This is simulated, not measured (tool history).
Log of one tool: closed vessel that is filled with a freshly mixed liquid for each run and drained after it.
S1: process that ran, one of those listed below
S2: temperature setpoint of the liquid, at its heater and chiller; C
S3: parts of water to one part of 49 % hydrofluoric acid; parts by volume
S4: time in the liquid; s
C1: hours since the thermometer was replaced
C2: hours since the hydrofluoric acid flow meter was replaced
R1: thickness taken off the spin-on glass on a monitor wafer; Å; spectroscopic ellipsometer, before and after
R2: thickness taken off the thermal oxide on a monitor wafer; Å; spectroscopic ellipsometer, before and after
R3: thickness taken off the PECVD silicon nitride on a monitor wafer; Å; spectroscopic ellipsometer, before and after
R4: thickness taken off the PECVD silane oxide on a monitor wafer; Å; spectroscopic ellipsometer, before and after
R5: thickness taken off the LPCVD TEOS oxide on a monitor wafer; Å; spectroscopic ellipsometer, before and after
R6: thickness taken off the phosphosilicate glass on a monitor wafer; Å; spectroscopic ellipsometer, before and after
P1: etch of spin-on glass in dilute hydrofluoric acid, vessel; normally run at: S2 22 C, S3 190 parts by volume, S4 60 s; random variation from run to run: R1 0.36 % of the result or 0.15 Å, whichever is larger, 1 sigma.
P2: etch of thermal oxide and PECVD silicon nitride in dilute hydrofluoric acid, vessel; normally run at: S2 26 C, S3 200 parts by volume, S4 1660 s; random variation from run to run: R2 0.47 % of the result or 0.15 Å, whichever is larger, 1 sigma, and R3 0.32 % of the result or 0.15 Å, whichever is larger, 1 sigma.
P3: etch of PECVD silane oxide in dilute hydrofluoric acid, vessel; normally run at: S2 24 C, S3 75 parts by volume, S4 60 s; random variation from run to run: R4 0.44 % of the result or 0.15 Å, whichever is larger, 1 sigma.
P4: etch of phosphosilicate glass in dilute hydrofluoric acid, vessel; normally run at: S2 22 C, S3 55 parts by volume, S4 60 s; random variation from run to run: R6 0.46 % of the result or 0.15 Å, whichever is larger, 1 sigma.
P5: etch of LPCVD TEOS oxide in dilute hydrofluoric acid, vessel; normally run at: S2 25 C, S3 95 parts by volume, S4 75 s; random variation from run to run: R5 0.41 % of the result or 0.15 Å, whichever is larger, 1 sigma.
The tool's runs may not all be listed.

run,day,S1,S2,S3,S4,C1,C2,R1,R2,R3,R4,R5,R6
1,0.546,P1,22,190,60,520.9,1228.1,65.293,,,,,
2,0.912,P1,22,190,85,529.7,1236.9,92.299,,,,,
3,1.412,P1,22,265,85,541.7,1248.9,61.467,,,,,
4,1.975,P2,26,200,30,555.2,1262.4,,6.6872,3.9267,,,
5,2.254,P2,26,200,1660,561.9,1269.1,,358.62,199.35,,,
6,2.758,P2,19.5,200,1660,574,1281.2,,283.57,132.16,,,
7,3.079,P3,24,75,60,581.7,1288.9,,,,427.66,,
8,3.379,P2,26,200,1660,588.9,1296.1,,364.91,200.72,,,
9,3.796,P5,25,95,30,598.9,1306.1,,,,,163.96,
10,4.117,P4,22,55,60,606.6,1313.8,,,,,,1234.2
11,4.404,P1,22,190,60,613.5,1320.7,65.116,,,,,
12,4.875,P1,22,190,60,624.8,1332,65,,,,,
13,5.183,P5,25,95,75,632.2,1339.4,,,,,412.77,
14,5.467,P5,30.5,95,75,639,1346.2,,,,,511.8,
15,5.771,P3,24,75,30,646.3,1353.5,,,,212.1,,
16,6.25,P1,22,190,60,657.8,1365,65.15,,,,,
17,6.642,P3,24,130,60,667.2,1374.4,,,,229.54,,
18,7.129,P1,25.5,190,60,678.9,1386.1,74.464,,,,,
19,7.646,P1,28,305,60,691.3,1398.5,44.148,,,,,
# day 7.788: hydrofluoric acid flow meter replaced
20,7.954,P1,17,190,95,698.7,4.1,84.817,,,,,
21,8.358,P1,22,190,60,708.4,13.8,65.165,,,,,
22,8.804,P1,22,190,30,719.1,24.5,32.486,,,,,
23,9.1,P1,17,190,60,726.2,31.6,53.46,,,,,
24,9.362,P1,22,315,60,732.5,37.9,34.786,,,,,
25,9.767,P4,22,55,30,742.2,47.6,,,,,,621.4
26,10.025,P3,24,75,60,748.4,53.8,,,,428.39,,
27,10.338,P4,22,20,60,755.9,61.3,,,,,,3554.5
28,10.683,P1,22,30,60,764.2,69.6,499.06,,,,,
29,10.988,P5,25,150,75,771.5,76.9,,,,,242.76,
30,11.35,P2,26,310,1660,780.2,85.6,,205.98,129.72,,,
31,11.721,P3,17,75,60,789.1,94.5,,,,320.68,,
32,12.229,P4,30.5,55,60,801.3,106.7,,,,,,1754
33,12.625,P5,25,95,75,810.8,116.2,,,,,411.18,
34,13,P1,22,190,60,819.8,125.2,65.235,,,,,
35,13.258,P1,22,190,60,826,131.4,66.432,,,,,
36,13.512,P1,22,190,60,832.1,137.5,66.943,,,,,
37,14.062,P1,22,190,60,845.3,150.7,68.949,,,,,
38,14.633,P1,22,190,60,859,164.4,69.527,,,,,
39,15.071,P1,22,190,60,869.5,174.9,69.54,,,,,
40,15.321,P1,22,190,60,875.5,180.9,70.124,,,,,
41,15.662,P1,22,190,60,883.7,189.1,70.048,,,,,
42,16.171,P1,22,190,60,895.9,201.3,70.558,,,,,
43,16.55,P1,22,190,60,905,210.4,70.932,,,,,
44,16.967,P1,22,190,60,915,220.4,70.371,,,,,

What P1 gives has crept away from where it was. These 2 causes fit the log equally well, each at the size given:
A: hydrofluoric acid flow above the setpoint (%) = 6.97
B: liquid hotter than its thermometer reads (K) = 2.14
The creep began at about day 13.

4 check runs are offered, one wafer each, their results left as question marks. Which one tells the causes apart?
check 1,17.383,P2,26,200,220,,,,?,?,,,
check 2,17.383,P5,25,130,30,,,,,,,?,
check 3,17.383,P4,30,55,60,,,,,,,,?
check 4,17.383,P3,24,125,30,,,,,,?,,

What each check would give under each cause:
check,result,if A,if B
check 1,R2,51.927,51.632
check 1,R3,28.375,30.256
check 2,R5,124.53,124.99
check 3,R6,1837.8,1856.4
check 4,R4,130.02,130.72
How far apart the two closest causes lie, in the result that separates them most: check 1 6.42 %; check 2 0.37 %; check 3 1.01 %; check 4 0.54 %
Only check 1 tells the causes apart: in the others they would give nearly the same result.

Then check 1 was run and gave: R2 51.712 Å; R3 28.263 Å. Which cause is it?

It is A: hydrofluoric acid flow above the setpoint (%).

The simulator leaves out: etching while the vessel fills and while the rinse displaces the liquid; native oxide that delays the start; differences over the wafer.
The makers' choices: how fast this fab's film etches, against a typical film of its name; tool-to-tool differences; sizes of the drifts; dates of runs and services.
